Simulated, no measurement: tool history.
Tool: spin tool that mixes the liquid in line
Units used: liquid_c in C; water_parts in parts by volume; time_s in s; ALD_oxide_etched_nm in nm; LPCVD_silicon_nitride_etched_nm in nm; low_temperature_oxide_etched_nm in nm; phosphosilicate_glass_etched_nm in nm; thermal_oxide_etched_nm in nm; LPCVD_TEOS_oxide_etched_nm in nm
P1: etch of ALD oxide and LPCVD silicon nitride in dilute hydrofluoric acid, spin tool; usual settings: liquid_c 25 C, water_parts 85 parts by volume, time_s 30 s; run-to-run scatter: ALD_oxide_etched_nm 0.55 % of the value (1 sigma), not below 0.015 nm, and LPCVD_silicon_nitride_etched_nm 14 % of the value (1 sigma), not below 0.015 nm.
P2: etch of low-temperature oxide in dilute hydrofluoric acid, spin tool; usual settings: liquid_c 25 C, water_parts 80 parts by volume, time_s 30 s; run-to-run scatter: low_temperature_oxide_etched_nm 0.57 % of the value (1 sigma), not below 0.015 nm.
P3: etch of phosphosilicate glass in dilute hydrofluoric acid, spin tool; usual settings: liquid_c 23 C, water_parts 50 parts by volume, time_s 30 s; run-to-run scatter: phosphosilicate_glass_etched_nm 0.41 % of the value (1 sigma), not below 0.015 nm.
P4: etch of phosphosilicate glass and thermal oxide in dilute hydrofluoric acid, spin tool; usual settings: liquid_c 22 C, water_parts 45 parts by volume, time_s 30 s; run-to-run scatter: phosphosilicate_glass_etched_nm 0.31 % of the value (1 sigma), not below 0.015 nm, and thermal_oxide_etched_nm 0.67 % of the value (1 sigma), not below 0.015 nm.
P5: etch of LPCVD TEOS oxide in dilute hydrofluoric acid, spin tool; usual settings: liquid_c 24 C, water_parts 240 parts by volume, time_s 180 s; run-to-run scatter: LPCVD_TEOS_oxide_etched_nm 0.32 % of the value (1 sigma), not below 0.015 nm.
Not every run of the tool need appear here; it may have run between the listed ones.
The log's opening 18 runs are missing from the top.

run	hour	process	liquid_c	water_parts	time_s	hours since the thermometer was replaced	hours since the hydrofluoric acid flow meter was replaced	ALD_oxide_etched_nm	LPCVD_silicon_nitride_etched_nm	low_temperature_oxide_etched_nm	phosphosilicate_glass_etched_nm	thermal_oxide_etched_nm	LPCVD_TEOS_oxide_etched_nm
19	170.7	P1	25	85	30	1420.4	103.5	6.2908	0.12533				
20	182.2	P1	25	85	50	1431.9	115	10.479	0.33702				
21	190.1	P3	17.5	50	30	1439.8	122.9				88.856		
22	201.3	P2	25	80	30	1451	134.1			10.914			
23	211.6	P3	23	50	30	1461.3	144.4				112.2		
24	224.5	P2	25	80	30	1474.2	157.3			10.838			
25	233.5	P5	28	240	180	1483.2	166.3						12.733
26	239.8	P1	25	85	30	1489.5	172.6	6.4032	0.24758				
27	249	P1	25	30	30	1498.7	181.8	19.312	0.53961				
28	261.3	P1	25	125	30	1511	194.1	4.1237	0.10829				
29	272.5	P5	24	415	180	1522.2	205.3						5.3971
30	282.3	P4	29	45	30	1532	215.1				149	4.1557	
31	293.3	P3	23	50	30	1543	226.1				111.93		

What does the tool deliver on the next run?
32	305	P1	31	20	30	1554.7	237.8	?	?				

{"run 32": {"ALD_oxide_etched_nm": 38.07, "LPCVD_silicon_nitride_etched_nm": 0.82203}}
